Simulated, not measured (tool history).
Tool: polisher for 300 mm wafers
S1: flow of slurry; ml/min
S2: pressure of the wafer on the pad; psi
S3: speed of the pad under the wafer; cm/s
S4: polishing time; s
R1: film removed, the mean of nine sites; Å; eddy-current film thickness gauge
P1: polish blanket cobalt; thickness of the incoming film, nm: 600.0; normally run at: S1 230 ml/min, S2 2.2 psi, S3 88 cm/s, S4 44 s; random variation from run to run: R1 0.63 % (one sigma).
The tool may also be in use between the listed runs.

| run | hour | S1 | S2 | S3 | S4 | R1 |
|---|---|---|---|---|---|---|
| 1 | 10.9 | 230 | 2.2 | 88 | 44 | 2212.4 |
| 2 | 21.3 | 230 | 2.2 | 88 | 44 | 2193 |
| 3 | 33 | 230 | 2.2 | 88 | 44 | 2210.7 |
| 4 | 43.7 | 230 | 2.2 | 88 | 23 | 1159.1 |
| 5 | 55 | 230 | 3.3 | 88 | 44 | 3327.2 |
| 6 | 66.9 | 230 | 2.2 | 88 | 44 | 2181.1 |
| 7 | 83.3 | 230 | 2.2 | 88 | 44 | 2224.9 |
|  | 86.7 | slurry nozzle cleaned |
| 8 | 93.9 | 230 | 2.2 | 88 | 44 | 2211.5 |
| 9 | 108.1 | 230 | 2.2 | 120 | 44 | 3066.3 |
| 10 | 115.7 | 290 | 2.2 | 88 | 44 | 2267.2 |
| 11 | 128.3 | 230 | 2.2 | 88 | 67 | 3396.1 |
| 12 | 144.3 | 140 | 2.2 | 88 | 44 | 2071.2 |
| 13 | 153.7 | 230 | 2.2 | 88 | 44 | 2208.5 |
| 14 | 169.4 | 230 | 1.6 | 88 | 44 | 1603.3 |
| 15 | 177.2 | 165 | 2.2 | 132 | 44 | 3177.6 |
| 16 | 189 | 230 | 2.2 | 48 | 44 | 1202.5 |
| 17 | 199.9 | 230 | 2.2 | 88 | 44 | 2219.9 |
| 18 | 212.5 | 230 | 2.2 | 88 | 44 | 2154.1 |
| 19 | 223.9 | 230 | 2.2 | 88 | 44 | 2112.1 |
| 20 | 233.4 | 230 | 2.2 | 88 | 44 | 2102.6 |
| 21 | 246.4 | 230 | 2.2 | 88 | 44 | 2106.6 |
|  | 249.9 | head pressure recalibrated |
| 22 | 258.9 | 230 | 2.2 | 88 | 44 | 2107.3 |
| 23 | 270 | 230 | 2.2 | 88 | 44 | 2089.1 |
| 24 | 286.4 | 230 | 2.2 | 88 | 44 | 2096.1 |
| 25 | 302.3 | 230 | 2.2 | 88 | 44 | 2078.7 |

What P1 gives has crept away from where it was. These 2 causes fit the log equally well, each at the size given:
A: slurry flow missing at the pad, % = 35
B: removal rate lost through wear of the pad, % = 5.98
The creep began at about hour 199.9.
Why every other cause is out:
head's pressure below its setpoint, %: serviced at hour 249.9, which brought nothing back

4 check runs are offered, each on 2 wafers whose results are averaged, their results left as question marks. Which one tells the causes apart?
| check 1 | 318.2 | 230 | 2.8 | 88 | 44 | ? |
| check 2 | 318.2 | 230 | 2.2 | 56 | 63 | ? |
| check 3 | 318.2 | 140 | 2.2 | 88 | 44 | ? |
| check 4 | 318.2 | 230 | 1.7 | 88 | 44 | ? |

What each check would give under each cause:
| check | result | if A | if B |
|---|---|---|---|
| check 1 | R1 | 2653 | 2652.8 |
| check 2 | R1 | 1899.3 | 1899.1 |
| check 3 | R1 | 1869.6 | 1937 |
| check 4 | R1 | 1610.8 | 1610.6 |
How far apart the two closest causes lie, in the result that separates them most: check 1 0.01 %; check 2 0.01 %; check 3 3.54 %; check 4 0.01 %
Check 3 tells the causes apart: in the others they would give nearly the same result.

Check 3 was then run and gave: R1 1942.9 Å. Which cause is it?

It is B: removal rate lost through wear of the pad, %.

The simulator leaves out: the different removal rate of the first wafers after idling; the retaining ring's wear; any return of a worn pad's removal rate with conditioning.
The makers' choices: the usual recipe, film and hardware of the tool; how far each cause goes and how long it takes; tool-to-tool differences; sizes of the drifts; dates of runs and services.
